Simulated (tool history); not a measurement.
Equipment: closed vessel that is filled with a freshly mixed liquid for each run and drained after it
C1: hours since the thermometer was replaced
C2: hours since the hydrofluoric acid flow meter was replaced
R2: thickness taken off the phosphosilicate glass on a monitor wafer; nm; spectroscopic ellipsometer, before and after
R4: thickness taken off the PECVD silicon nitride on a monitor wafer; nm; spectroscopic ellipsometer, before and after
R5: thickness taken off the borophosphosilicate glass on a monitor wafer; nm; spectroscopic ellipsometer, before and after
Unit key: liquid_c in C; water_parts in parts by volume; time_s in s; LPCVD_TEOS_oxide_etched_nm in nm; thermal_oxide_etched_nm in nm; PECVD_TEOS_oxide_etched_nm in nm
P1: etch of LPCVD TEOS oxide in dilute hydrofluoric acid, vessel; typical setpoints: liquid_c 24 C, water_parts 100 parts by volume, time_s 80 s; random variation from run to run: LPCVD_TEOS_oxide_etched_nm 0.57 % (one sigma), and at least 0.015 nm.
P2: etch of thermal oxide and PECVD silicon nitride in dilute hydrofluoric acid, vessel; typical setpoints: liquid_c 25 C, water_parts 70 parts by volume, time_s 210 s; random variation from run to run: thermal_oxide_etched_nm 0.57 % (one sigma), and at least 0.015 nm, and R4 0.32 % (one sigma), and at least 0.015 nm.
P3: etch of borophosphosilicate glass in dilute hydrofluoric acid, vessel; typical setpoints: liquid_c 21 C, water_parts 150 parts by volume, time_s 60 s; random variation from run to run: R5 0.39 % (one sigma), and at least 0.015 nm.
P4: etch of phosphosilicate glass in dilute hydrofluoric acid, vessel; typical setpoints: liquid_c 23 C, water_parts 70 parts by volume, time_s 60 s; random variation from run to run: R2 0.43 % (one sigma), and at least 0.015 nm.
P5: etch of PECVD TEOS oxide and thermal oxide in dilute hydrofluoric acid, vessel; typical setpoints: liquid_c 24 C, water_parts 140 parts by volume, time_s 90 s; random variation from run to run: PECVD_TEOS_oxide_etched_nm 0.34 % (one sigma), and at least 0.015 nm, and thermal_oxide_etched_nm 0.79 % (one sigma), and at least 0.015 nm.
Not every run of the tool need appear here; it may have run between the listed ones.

run 1 hour=3.2 | process=P1 liquid_c=24 water_parts=100 time_s=80 | C1=386.9 C2=202.6 | LPCVD_TEOS_oxide_etched_nm=13.78
run 2 hour=6.4 | process=P4 liquid_c=23 water_parts=70 time_s=60 | C1=390.1 C2=205.8 | R2=169.41
run 3 hour=11.3 | process=P2 liquid_c=25 water_parts=25 time_s=210 | C1=395 C2=210.7 | thermal_oxide_etched_nm=46.189 R4=16.668
run 4 hour=16.8 | process=P1 liquid_c=24 water_parts=100 time_s=135 | C1=400.5 C2=216.2 | LPCVD_TEOS_oxide_etched_nm=23.551
run 5 hour=22.4 | process=P4 liquid_c=18 water_parts=70 time_s=60 | C1=406.1 C2=221.8 | R2=137.28
run 6 hour=27.1 | process=P2 liquid_c=25 water_parts=70 time_s=100 | C1=410.8 C2=226.5 | thermal_oxide_etched_nm=7.3087 R4=2.9159
run 7 hour=31.7 | process=P1 liquid_c=17 water_parts=100 time_s=80 | C1=415.4 C2=231.1 | LPCVD_TEOS_oxide_etched_nm=10.313
run 8 hour=35 | process=P2 liquid_c=25 water_parts=70 time_s=210 | C1=418.7 C2=234.4 | thermal_oxide_etched_nm=15.557 R4=6.0965
run 9 hour=37.9 | process=P4 liquid_c=23 water_parts=70 time_s=60 | C1=421.6 C2=237.3 | R2=168.7
run 10 hour=42.7 | process=P3 liquid_c=21 water_parts=150 time_s=30 | C1=426.4 C2=242.1 | R5=9.2463
run 11 hour=47.1 | process=P1 liquid_c=18 water_parts=145 time_s=80 | C1=430.8 C2=246.5 | LPCVD_TEOS_oxide_etched_nm=7.0746
run 12 hour=50.8 | process=P2 liquid_c=17.5 water_parts=70 time_s=210 | C1=434.5 C2=250.2 | thermal_oxide_etched_nm=11.288 R4=3.6679
run 13 hour=55.4 | process=P1 liquid_c=24 water_parts=100 time_s=80 | C1=439.1 C2=254.8 | LPCVD_TEOS_oxide_etched_nm=13.821
run 14 hour=58.6 | process=P3 liquid_c=21 water_parts=150 time_s=60 | C1=442.3 C2=258 | R5=18.618
run 15 hour=63.8 | process=P4 liquid_c=23 water_parts=70 time_s=30 | C1=447.5 C2=263.2 | R2=84.957
run 16 hour=66.6 | process=P1 liquid_c=24 water_parts=100 time_s=80 | C1=450.3 C2=266 | LPCVD_TEOS_oxide_etched_nm=13.745
run 17 hour=70.3 | process=P2 liquid_c=25 water_parts=70 time_s=210 | C1=454 C2=269.7 | thermal_oxide_etched_nm=15.719 R4=6.0964
run 18 hour=74.9 | process=P1 liquid_c=24 water_parts=175 time_s=140 | C1=458.6 C2=274.3 | LPCVD_TEOS_oxide_etched_nm=12.664
run 19 hour=77.6 | process=P1 liquid_c=24 water_parts=100 time_s=80 | C1=461.3 C2=277 | LPCVD_TEOS_oxide_etched_nm=13.739
run 20 hour=81.3 | process=P5 liquid_c=24 water_parts=140 time_s=90 | C1=465 C2=280.7 | thermal_oxide_etched_nm=2.9906 PECVD_TEOS_oxide_etched_nm=6.1768
run 21 hour=84.1 | process=P1 liquid_c=24 water_parts=160 time_s=80 | C1=467.8 C2=283.5 | LPCVD_TEOS_oxide_etched_nm=7.9655
run 22 hour=89.5 | process=P5 liquid_c=24 water_parts=140 time_s=90 | C1=473.2 C2=288.9 | thermal_oxide_etched_nm=3.0129 PECVD_TEOS_oxide_etched_nm=6.1949
run 23 hour=94.5 | process=P1 liquid_c=24 water_parts=100 time_s=80 | C1=478.2 C2=293.9 | LPCVD_TEOS_oxide_etched_nm=13.667
run 24 hour=99.1 | process=P1 liquid_c=24 water_parts=100 time_s=80 | C1=482.8 C2=298.5 | LPCVD_TEOS_oxide_etched_nm=13.745
run 25 hour=104.4 | process=P1 liquid_c=31 water_parts=100 time_s=80 | C1=488.1 C2=303.8 | LPCVD_TEOS_oxide_etched_nm=18.114
run 26 hour=108.3 | process=P4 liquid_c=23 water_parts=105 time_s=60 | C1=492 C2=307.7 | R2=108.15
run 27 hour=113.4 | process=P1 liquid_c=24 water_parts=180 time_s=30 | C1=497.1 C2=312.8 | LPCVD_TEOS_oxide_etched_nm=2.6044
run 28 hour=118.4 | process=P3 liquid_c=21 water_parts=35 time_s=60 | C1=502.1 C2=317.8 | R5=90.38
run 29 hour=122.1 | process=P5 liquid_c=31 water_parts=140 time_s=90 | C1=505.8 C2=321.5 | thermal_oxide_etched_nm=3.9031 PECVD_TEOS_oxide_etched_nm=8.0099
run 30 hour=127 | process=P3 liquid_c=21 water_parts=150 time_s=60 | C1=510.7 C2=326.4 | R5=18.555
run 31 hour=131.5 | process=P1 liquid_c=24 water_parts=100 time_s=30 | C1=515.2 C2=330.9 | LPCVD_TEOS_oxide_etched_nm=5.2074
run 32 hour=135.3 | process=P3 liquid_c=17 water_parts=150 time_s=60 | C1=519 C2=334.7 | R5=15.895
run 33 hour=138.5 | process=P5 liquid_c=24 water_parts=90 time_s=90 | C1=522.2 C2=337.9 | thermal_oxide_etched_nm=5.0493 PECVD_TEOS_oxide_etched_nm=10.234
run 34 hour=143.5 | process=P1 liquid_c=24 water_parts=65 time_s=80 | C1=527.2 C2=342.9 | LPCVD_TEOS_oxide_etched_nm=22.304
run 35 hour=147.9 | process=P5 liquid_c=24 water_parts=140 time_s=45 | C1=531.6 C2=347.3 | thermal_oxide_etched_nm=1.4846 PECVD_TEOS_oxide_etched_nm=3.0831
run 36 hour=152.3 | process=P1 liquid_c=24 water_parts=100 time_s=80 | C1=536 C2=351.7 | LPCVD_TEOS_oxide_etched_nm=13.777
run 37 hour=155.8 | process=P1 liquid_c=24 water_parts=100 time_s=80 | C1=539.5 C2=355.2 | LPCVD_TEOS_oxide_etched_nm=13.86

For run 38, what comes out?
run 38 hour=159.3 | process=P1 liquid_c=24 water_parts=100 time_s=80 | C1=543 C2=358.7 | LPCVD_TEOS_oxide_etched_nm=?

LPCVD_TEOS_oxide_etched_nm: 14.284 nm
